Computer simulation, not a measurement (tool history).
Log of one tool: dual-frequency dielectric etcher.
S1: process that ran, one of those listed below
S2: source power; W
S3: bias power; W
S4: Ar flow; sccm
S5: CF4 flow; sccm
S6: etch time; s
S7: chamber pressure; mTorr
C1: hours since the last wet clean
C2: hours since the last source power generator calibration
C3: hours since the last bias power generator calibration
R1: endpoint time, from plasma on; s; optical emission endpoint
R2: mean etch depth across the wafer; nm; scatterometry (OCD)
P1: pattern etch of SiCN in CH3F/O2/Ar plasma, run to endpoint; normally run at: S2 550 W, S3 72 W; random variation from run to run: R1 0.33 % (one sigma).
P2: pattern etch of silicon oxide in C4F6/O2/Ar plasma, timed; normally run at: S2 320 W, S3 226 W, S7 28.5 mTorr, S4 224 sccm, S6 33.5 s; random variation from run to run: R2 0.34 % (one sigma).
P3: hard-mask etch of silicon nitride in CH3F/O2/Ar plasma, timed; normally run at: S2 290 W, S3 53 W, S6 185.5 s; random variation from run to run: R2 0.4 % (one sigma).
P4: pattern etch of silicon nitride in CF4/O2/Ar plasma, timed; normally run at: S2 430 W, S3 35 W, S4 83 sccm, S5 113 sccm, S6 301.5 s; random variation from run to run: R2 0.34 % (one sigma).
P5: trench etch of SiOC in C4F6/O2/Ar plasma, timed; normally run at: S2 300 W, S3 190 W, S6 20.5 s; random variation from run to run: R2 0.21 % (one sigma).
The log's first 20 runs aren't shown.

run   hour  S1   S2   S3   S4  S5     S6    S7     C1     C2      C3      R1      R2
 21  105.4  P5  300  248            20.5          424  769.3  1655.9          43.153
 22  109.9  P2  320  226  224       23.5  28.5  428.5  773.8  1660.4          77.595
 23  116.8  P3  290   53           185.5        435.4  780.7  1667.3          105.07
 24    122  P1  550   72                        440.6  785.9  1672.5  29.201
 25  125.5  P1  550   92                        444.1  789.4    1676  26.767
 26  129.3  P5  400  190            20.5        447.9  793.2  1679.8          44.081
 27  136.2  P1  550   72                        454.8  800.1  1686.7  29.162
 28  140.4  P5  300  190            20.5          459  804.3  1690.9          39.156

Forecast run 29:
 29  146.9  P4  430  35  83  113  301.5      465.5  810.8  1697.4       ?

R2: 463.22 nm
